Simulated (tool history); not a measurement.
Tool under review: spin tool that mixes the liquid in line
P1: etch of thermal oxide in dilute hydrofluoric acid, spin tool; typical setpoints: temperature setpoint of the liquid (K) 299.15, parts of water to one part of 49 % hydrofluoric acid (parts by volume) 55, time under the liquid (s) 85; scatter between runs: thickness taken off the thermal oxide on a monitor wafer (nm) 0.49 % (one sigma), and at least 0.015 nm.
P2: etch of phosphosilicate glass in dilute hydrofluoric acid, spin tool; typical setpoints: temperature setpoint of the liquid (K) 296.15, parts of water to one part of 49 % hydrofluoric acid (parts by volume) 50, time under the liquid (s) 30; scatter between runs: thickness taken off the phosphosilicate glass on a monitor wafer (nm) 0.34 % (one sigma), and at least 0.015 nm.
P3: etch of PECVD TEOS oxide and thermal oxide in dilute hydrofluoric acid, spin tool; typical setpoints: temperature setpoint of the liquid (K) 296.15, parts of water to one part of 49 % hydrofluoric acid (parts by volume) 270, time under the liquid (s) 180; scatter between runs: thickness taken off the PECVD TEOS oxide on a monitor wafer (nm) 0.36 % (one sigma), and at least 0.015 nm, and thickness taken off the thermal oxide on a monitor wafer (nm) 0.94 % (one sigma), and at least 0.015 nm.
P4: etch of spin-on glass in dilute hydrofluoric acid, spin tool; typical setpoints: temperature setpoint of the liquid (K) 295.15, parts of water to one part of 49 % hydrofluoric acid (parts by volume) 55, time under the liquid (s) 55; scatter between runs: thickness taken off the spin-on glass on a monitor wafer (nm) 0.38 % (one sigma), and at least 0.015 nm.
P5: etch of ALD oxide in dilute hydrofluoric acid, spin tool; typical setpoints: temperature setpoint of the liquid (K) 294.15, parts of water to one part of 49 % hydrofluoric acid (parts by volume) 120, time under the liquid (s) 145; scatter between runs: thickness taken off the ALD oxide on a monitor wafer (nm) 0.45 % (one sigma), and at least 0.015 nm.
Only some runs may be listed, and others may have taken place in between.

run   hour  process that ran  temperature setpoint of the liquid (K)  parts of water to one part of 49 % hydrofluoric acid (parts by volume)  time under the liquid (s)  hours since the thermometer was replaced  hours since the hydrofluoric acid flow meter was replaced  thickness taken off the thermal oxide on a monitor wafer (nm)  thickness taken off the spin-on glass on a monitor wafer (nm)  thickness taken off the PECVD TEOS oxide on a monitor wafer (nm)  thickness taken off the phosphosilicate glass on a monitor wafer (nm)  thickness taken off the ALD oxide on a monitor wafer (nm)
  1   12.8                P1                                  299.15                                                                      55                         85                                     498.4                                                      304.1                                                         8.2717
  2   21.3                P1                                  299.15                                                                      55                         85                                     506.9                                                      312.6                                                         8.1760
  3   33.2                P4                                  295.15                                                                      20                         55                                     518.8                                                      324.5                                                                                                                       120.720
  4   42.8                P1                                  299.15                                                                      25                        140                                     528.4                                                      334.1                                                        30.8740
  5   58.5                P1                                  299.15                                                                      55                         40                                     544.1                                                      349.8                                                         3.8286
  6   66.3                P3                                  296.15                                                                     270                        285                                     551.9                                                      357.6                                                         4.0357                                                                                                                          15.4930
  7   82.4                P4                                  295.15                                                                      55                         55                                     568.0                                                      373.7                                                                                                                        42.042
  8   95.8                P3                                  296.15                                                                     270                        180                                     581.4                                                      387.1                                                         2.5491                                                                                                                           9.8448
  9  107.6                P2                                  296.15                                                                      50                         55                                     593.2                                                      398.9                                                                                                                                                                                                                                                                160.530
 10  115.0                P4                                  295.15                                                                      55                         90                                     600.6                                                      406.3                                                                                                                        68.955
 11  125.6                P1                                  299.15                                                                      35                         85                                     611.2                                                      416.9                                                        13.2640
 12  137.4                P5                                  294.15                                                                      50                        145                                     623.0                                                      428.7                                                                                                                                                                                                                                                                                                                            68.954
 13  151.3                P5                                  294.15                                                                     120                        145                                     636.9                                                      442.6                                                                                                                                                                                                                                                                                                                            26.546
 14  167.2                P2                                  296.15                                                                      50                         30                                     652.8                                                      458.5                                                                                                                                                                                                                                                                 87.835
 15  181.1                P5                                  294.15                                                                     120                        270                                     666.7                                                      472.4                                                                                                                                                                                                                                                                                                                            49.249
 16  193.3                P1                                  299.15                                                                      95                        150                                     678.9                                                      484.6                                                         7.8830
 17  203.8                P1                                  299.15                                                                      55                         85                                     689.4                                                      495.1                                                         8.1465
 18  215.7                P3                                  296.15                                                                     470                        180                                     701.3                                                      507.0                                                         1.2464                                                                                                                           4.6915
 19  229.6                P3                                  296.15                                                                     270                        180                                     715.2                                                      520.9                                                         2.5523                                                                                                                           9.7926
 20  240.6                P2                                  300.15                                                                      50                         30                                     726.2                                                      531.9                                                                                                                                                                                                                                                                103.720
 21  252.1                P1                                  299.15                                                                      55                         85                                     737.7                                                      543.4                                                         8.2072
 22  262.0                P1                                  299.15                                                                      85                        155                                     747.6                                                      553.3                                                         9.2934
 23  273.9                P1                                  307.15                                                                      55                         85                                     759.5                                                      565.2                                                        11.1870
 24  286.8                P5                                  290.15                                                                     120                        145                                     772.4                                                      578.1                                                                                                                                                                                                                                                                                                                            22.254
 25  299.2                P2                                  296.15                                                                      50                         30                                     784.8                                                      590.5                                                                                                                                                                                                                                                                 87.464
 26  310.4                P1                                  299.15                                                                      55                        170                                     796.0                                                      601.7                                                        16.5180
 27  322.1                P4                                  300.15                                                                      55                         55                                     807.7                                                      613.4                                                                                                                        51.798
 28  335.6                P2                                  296.15                                                                      20                         30                                     821.2                                                      626.9                                                                                                                                                                                                                                                                227.120
 29  347.9                P1                                  299.15                                                                      80                         85                                     833.5                                                      639.2                                                         5.4486
 30  358.5                P1                                  291.15                                                                      55                         85                                     844.1                                                      649.8                                                         5.9103
 31  371.1                P1                                  299.15                                                                      55                         85                                     856.7                                                      662.4                                                         8.1589
 32  387.1                P3                                  302.65                                                                     270                        180                                     872.7                                                      678.4                                                         3.1943                                                                                                                          12.2730
 33  397.8                P1                                  299.15                                                                      55                         85                                     883.4                                                      689.1                                                         8.1380
 34  408.7                P1                                  299.15                                                                      55                         85                                     894.3                                                      700.0                                                         7.9545
 35  416.5                P1                                  299.15                                                                      55                         85                                     902.1                                                      707.8                                                         7.7775
 36  430.1                P1                                  299.15                                                                      55                         85                                     915.7                                                      721.4                                                         7.5698
 37  439.1                P1                                  299.15                                                                      55                         85                                     924.7                                                      730.4                                                         7.5514
 38  454.8                P1                                  299.15                                                                      55                         85                                     940.4                                                      746.1                                                         7.5429
 39  468.3                P1                                  299.15                                                                      55                         85                                     953.9                                                      759.6                                                         7.3956
 40  476.6                P1                                  299.15                                                                      55                         85                                     962.2                                                      767.9                                                         7.4284

The next listed run, before its measurement:
 41  486.4                P1                                  299.15                                                                      55                         85                                     972.0                                                      777.7                                                              ?

thickness taken off the thermal oxide on a monitor wafer (nm): 7.4747
